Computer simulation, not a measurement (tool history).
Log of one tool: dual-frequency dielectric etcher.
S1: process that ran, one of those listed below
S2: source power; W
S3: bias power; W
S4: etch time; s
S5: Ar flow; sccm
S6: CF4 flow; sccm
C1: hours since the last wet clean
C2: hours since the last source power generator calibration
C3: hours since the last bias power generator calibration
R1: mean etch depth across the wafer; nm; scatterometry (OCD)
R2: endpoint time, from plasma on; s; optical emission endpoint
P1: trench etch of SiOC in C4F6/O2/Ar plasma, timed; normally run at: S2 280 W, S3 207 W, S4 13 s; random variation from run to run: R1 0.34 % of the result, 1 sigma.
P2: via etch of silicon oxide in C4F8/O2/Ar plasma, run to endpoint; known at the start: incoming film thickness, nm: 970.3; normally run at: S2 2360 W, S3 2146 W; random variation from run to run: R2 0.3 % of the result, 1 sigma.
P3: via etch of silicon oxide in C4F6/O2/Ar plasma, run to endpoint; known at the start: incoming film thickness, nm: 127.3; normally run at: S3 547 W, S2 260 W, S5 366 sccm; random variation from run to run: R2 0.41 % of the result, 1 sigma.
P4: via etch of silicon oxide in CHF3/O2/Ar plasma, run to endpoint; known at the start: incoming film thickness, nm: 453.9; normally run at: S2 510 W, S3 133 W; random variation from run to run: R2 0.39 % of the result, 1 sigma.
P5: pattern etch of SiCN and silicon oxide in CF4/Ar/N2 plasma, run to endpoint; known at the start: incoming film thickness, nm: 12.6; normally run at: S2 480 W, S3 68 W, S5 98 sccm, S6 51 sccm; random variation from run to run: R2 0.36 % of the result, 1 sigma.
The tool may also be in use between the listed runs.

run 1 hour=3.3 | S1=P1 S2=280 S3=207 S4=13 | C1=264.3 C2=3690.3 C3=3677.2 | R1=25.187
run 2 hour=8.4 | S1=P5 S2=480 S3=68 S5=98 S6=51 | C1=269.4 C2=3695.4 C3=3682.3 | R2=15.147
run 3 hour=14.7 | S1=P1 S2=280 S3=207 S4=13 | C1=275.7 C2=3701.7 C3=3688.6 | R1=24.961
run 4 hour=17.8 | S1=P1 S2=280 S3=249 S4=13 | C1=278.8 C2=3704.8 C3=3691.7 | R1=26.67
run 5 hour=23.2 | S1=P5 S2=480 S3=68 S5=98 S6=69 | C1=284.2 C2=3710.2 C3=3697.1 | R2=14.425
run 6 hour=27.4 | S1=P5 S2=580 S3=68 S5=98 S6=51 | C1=288.4 C2=3714.4 C3=3701.3 | R2=12.875
run 7 hour=33 | S1=P5 S2=480 S3=68 S5=132 S6=51 | C1=294 C2=3720 C3=3706.9 | R2=15.917
run 8 hour=38 | S1=P3 S2=260 S3=547 S5=366 | C1=299 C2=3725 C3=3711.9 | R2=31.605
run 9 hour=41.8 | S1=P1 S2=340 S3=207 S4=13 | C1=302.8 C2=3728.8 C3=3715.7 | R1=26.893
run 10 hour=45.4 | S1=P2 S2=2360 S3=1292 | C1=306.4 C2=3732.4 C3=3719.3 | R2=201.65
run 11 hour=49.4 | S1=P5 S2=480 S3=81 S5=98 S6=51 | C1=310.4 C2=3736.4 C3=3723.3 | R2=14.198
run 12 hour=55.1 | S1=P4 S2=510 S3=178 | C1=316.1 C2=3742.1 C3=3729 | R2=247.03
run 13 hour=58.5 | S1=P2 S2=2360 S3=2146 | C1=319.5 C2=3745.5 C3=3732.4 | R2=175.68
run 14 hour=63.2 | S1=P1 S2=160 S3=207 S4=13 | C1=324.2 C2=3750.2 C3=3737.1 | R1=20.195
run 15 hour=68 | S1=P1 S2=280 S3=137 S4=13 | C1=329 C2=3755 C3=3741.9 | R1=21.886
run 16 hour=72.6 | S1=P1 S2=280 S3=207 S4=13 | C1=333.6 C2=3759.6 C3=3746.5 | R1=24.964
run 17 hour=76.9 | S1=P1 S2=280 S3=207 S4=13 | C1=337.9 C2=3763.9 C3=3750.8 | R1=24.854
run 18 hour=81.2 | S1=P5 S2=480 S3=68 S5=98 S6=51 | C1=342.2 C2=3768.2 C3=3755.1 | R2=15.167
run 19 hour=85.9 | S1=P4 S2=370 S3=133 | C1=346.9 C2=3772.9 C3=3759.8 | R2=309.75
run 20 hour=89.7 | S1=P4 S2=510 S3=133 | C1=350.7 C2=3776.7 C3=3763.6 | R2=273.01
run 21 hour=94.5 | S1=P3 S2=310 S3=547 S5=366 | C1=355.5 C2=3781.5 C3=3768.4 | R2=29.418
run 22 hour=99.4 | S1=P1 S2=280 S3=207 S4=10 | C1=360.4 C2=3786.4 C3=3773.3 | R1=19.201
run 23 hour=103.9 | S1=P4 S2=510 S3=133 | C1=364.9 C2=3790.9 C3=3777.8 | R2=272.24
run 24 hour=109.9 | S1=P3 S2=260 S3=416 S5=366 | C1=370.9 C2=3796.9 C3=3783.8 | R2=35.11
run 25 hour=115.2 | S1=P3 S2=260 S3=547 S5=258 | C1=376.2 C2=3802.2 C3=3789.1 | R2=30.53
run 26 hour=120.5 | S1=P1 S2=280 S3=243 S4=7 | C1=381.5 C2=3807.5 C3=3794.4 | R1=14.087
run 27 hour=126.1 | S1=P1 S2=280 S3=207 S4=17 | C1=387.1 C2=3813.1 C3=3800 | R1=32.675
run 28 hour=130.9 | S1=P2 S2=2810 S3=2146 | C1=391.9 C2=3817.9 C3=3804.8 | R2=163.7
run 29 hour=133.7 | S1=P1 S2=280 S3=207 S4=13 | C1=394.7 C2=3820.7 C3=3807.6 | R1=24.923
run 30 hour=139.2 | S1=P1 S2=280 S3=207 S4=13 | C1=400.2 C2=3826.2 C3=3813.1 | R1=24.99
run 31 hour=142.3 | S1=P1 S2=280 S3=207 S4=13 | C1=403.3 C2=3829.3 C3=3816.2 | R1=24.985
run 32 hour=147.9 | S1=P1 S2=280 S3=207 S4=13 | C1=408.9 C2=3834.9 C3=3821.8 | R1=24.901
run 33 hour=152.4 | S1=P1 S2=280 S3=207 S4=13 | C1=413.4 C2=3839.4 C3=3826.3 | R1=24.734
run 34 hour=158 | S1=P1 S2=280 S3=207 S4=13 | C1=419 C2=3845 C3=3831.9 | R1=24.614
run 35 hour=161.8 | S1=P1 S2=280 S3=207 S4=13 | C1=422.8 C2=3848.8 C3=3835.7 | R1=24.538
-- hour=164.4 wet clean of the chamber
run 36 hour=165.7 | S1=P1 S2=280 S3=207 S4=13 | C1=1.4 C2=3852.7 C3=3839.6 | R1=24.447
run 37 hour=171.9 | S1=P1 S2=280 S3=207 S4=13 | C1=7.6 C2=3858.9 C3=3845.8 | R1=24.509
run 38 hour=176.1 | S1=P1 S2=280 S3=207 S4=13 | C1=11.8 C2=3863.1 C3=3850 | R1=24.62

What P1 gives has crept away from where it was. These 2 causes fit the log equally well, each at the size given:
A: source power that arrives under what is set, % = 4.33
B: bias power that arrives under what is set, % = 4.97
The creep began at about hour 142.3.
Why every other cause is out:
chamber walls in a state that lowers the etch rate, %: serviced at hour 164.4, which brought nothing back

4 check runs are offered, each on 2 wafers whose results are averaged, their results left as question marks. Which one tells the causes apart?
run check 1 hour=180.3 | S1=P4 S2=510 S3=133 | R2=?
run check 2 hour=180.3 | S1=P2 S2=2360 S3=2146 | R2=?
run check 3 hour=180.3 | S1=P3 S2=260 S3=547 S5=366 | R2=?
run check 4 hour=180.3 | S1=P5 S2=480 S3=68 S5=98 S6=51 | R2=?

What each check would give under each cause:
check=check_1 result=R2 if_A=277.33 if_B=277.05
check=check_2 result=R2 if_A=178.83 if_B=178.27
check=check_3 result=R2 if_A=32.022 if_B=32.133
check=check_4 result=R2 if_A=15.739 if_B=15.407
How far apart the two closest causes lie, in the result that separates them most: check 1 0.1 %; check 2 0.31 %; check 3 0.35 %; check 4 2.13 %
Check 4 tells the causes apart: in the others they would give nearly the same result.

Then check 4 was run and gave: R2 15.42 s. Which cause is it?

It is B: bias power that arrives under what is set, %.
